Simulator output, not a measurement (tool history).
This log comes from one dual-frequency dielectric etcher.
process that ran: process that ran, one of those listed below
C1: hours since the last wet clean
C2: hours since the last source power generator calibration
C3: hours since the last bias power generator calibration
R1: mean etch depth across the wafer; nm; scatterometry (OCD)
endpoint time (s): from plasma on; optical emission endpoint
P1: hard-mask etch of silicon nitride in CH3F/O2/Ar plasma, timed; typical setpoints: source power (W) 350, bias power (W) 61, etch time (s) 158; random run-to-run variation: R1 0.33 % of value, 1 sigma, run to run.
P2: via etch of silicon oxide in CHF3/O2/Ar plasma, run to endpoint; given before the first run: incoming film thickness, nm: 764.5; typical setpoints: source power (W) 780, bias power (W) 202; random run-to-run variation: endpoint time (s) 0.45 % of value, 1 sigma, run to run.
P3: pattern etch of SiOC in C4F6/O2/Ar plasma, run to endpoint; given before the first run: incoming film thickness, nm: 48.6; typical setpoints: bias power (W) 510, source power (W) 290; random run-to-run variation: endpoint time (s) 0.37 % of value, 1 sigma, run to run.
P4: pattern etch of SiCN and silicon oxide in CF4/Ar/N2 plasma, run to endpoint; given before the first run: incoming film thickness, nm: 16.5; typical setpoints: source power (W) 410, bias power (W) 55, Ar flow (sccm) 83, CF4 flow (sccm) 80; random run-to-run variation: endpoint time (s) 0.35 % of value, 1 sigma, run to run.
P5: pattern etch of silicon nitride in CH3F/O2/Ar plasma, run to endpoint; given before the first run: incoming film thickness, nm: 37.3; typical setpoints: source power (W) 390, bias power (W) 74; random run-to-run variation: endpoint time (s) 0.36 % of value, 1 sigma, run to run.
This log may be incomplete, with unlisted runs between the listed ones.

run 1 hour=9.4 | process_that_ran=P1 source_power_(W)=350 bias_power_(W)=61 etch_time_(s)=158 | C1=161.7 C2=606.7 C3=1784.3 | R1=97.865
run 2 hour=27.4 | process_that_ran=P4 source_power_(W)=410 bias_power_(W)=55 Ar_flow_(sccm)=83 CF4_flow_(sccm)=80 | C1=179.7 C2=624.7 C3=1802.3 | endpoint_time_(s)=21.314
run 3 hour=41.6 | process_that_ran=P5 source_power_(W)=390 bias_power_(W)=74 | C1=193.9 C2=638.9 C3=1816.5 | endpoint_time_(s)=52.616
run 4 hour=51.8 | process_that_ran=P2 source_power_(W)=780 bias_power_(W)=128 | C1=204.1 C2=649.1 C3=1826.7 | endpoint_time_(s)=405.740
run 5 hour=67.1 | process_that_ran=P5 source_power_(W)=390 bias_power_(W)=51 | C1=219.4 C2=664.4 C3=1842.0 | endpoint_time_(s)=59.242
run 6 hour=80.3 | process_that_ran=P3 source_power_(W)=180 bias_power_(W)=510 | C1=232.6 C2=677.6 C3=1855.2 | endpoint_time_(s)=21.635
run 7 hour=95.9 | process_that_ran=P1 source_power_(W)=490 bias_power_(W)=79 etch_time_(s)=158 | C1=248.2 C2=693.2 C3=1870.8 | R1=122.710
run 8 hour=111.5 | process_that_ran=P1 source_power_(W)=350 bias_power_(W)=46 etch_time_(s)=158 | C1=263.8 C2=708.8 C3=1886.4 | R1=89.211
run 9 hour=128.7 | process_that_ran=P1 source_power_(W)=350 bias_power_(W)=61 etch_time_(s)=158 | C1=281.0 C2=726.0 C3=1903.6 | R1=97.977
run 10 hour=142.2 | process_that_ran=P4 source_power_(W)=410 bias_power_(W)=55 Ar_flow_(sccm)=83 CF4_flow_(sccm)=80 | C1=294.5 C2=739.5 C3=1917.1 | endpoint_time_(s)=21.503
run 11 hour=159.0 | process_that_ran=P1 source_power_(W)=220 bias_power_(W)=61 etch_time_(s)=158 | C1=311.3 C2=756.3 C3=1933.9 | R1=82.276
run 12 hour=167.7 | process_that_ran=P1 source_power_(W)=350 bias_power_(W)=84 etch_time_(s)=158 | C1=320.0 C2=765.0 C3=1942.6 | R1=110.260
run 13 hour=177.4 | process_that_ran=P4 source_power_(W)=410 bias_power_(W)=55 Ar_flow_(sccm)=53 CF4_flow_(sccm)=80 | C1=329.7 C2=774.7 C3=1952.3 | endpoint_time_(s)=20.072
run 14 hour=195.9 | process_that_ran=P4 source_power_(W)=410 bias_power_(W)=41 Ar_flow_(sccm)=83 CF4_flow_(sccm)=80 | C1=348.2 C2=793.2 C3=1970.8 | endpoint_time_(s)=23.312
run 15 hour=214.3 | process_that_ran=P3 source_power_(W)=290 bias_power_(W)=305 | C1=366.6 C2=811.6 C3=1989.2 | endpoint_time_(s)=22.025
run 16 hour=230.7 | process_that_ran=P5 source_power_(W)=390 bias_power_(W)=74 | C1=383.0 C2=828.0 C3=2005.6 | endpoint_time_(s)=52.820
run 17 hour=245.3 | process_that_ran=P1 source_power_(W)=350 bias_power_(W)=61 etch_time_(s)=96 | C1=397.6 C2=842.6 C3=2020.2 | R1=59.856
run 18 hour=259.1 | process_that_ran=P4 source_power_(W)=410 bias_power_(W)=55 Ar_flow_(sccm)=83 CF4_flow_(sccm)=52 | C1=411.4 C2=856.4 C3=2034.0 | endpoint_time_(s)=22.805
run 19 hour=274.7 | process_that_ran=P4 source_power_(W)=560 bias_power_(W)=55 Ar_flow_(sccm)=83 CF4_flow_(sccm)=80 | C1=427.0 C2=872.0 C3=2049.6 | endpoint_time_(s)=16.238

Run 20 comes next. What will it give?
run 20 hour=289.2 | process_that_ran=P2 source_power_(W)=530 bias_power_(W)=202 | C1=441.5 C2=886.5 C3=2064.1 | endpoint_time_(s)=?

{"run 20": {"endpoint time (s)": 410.42}}
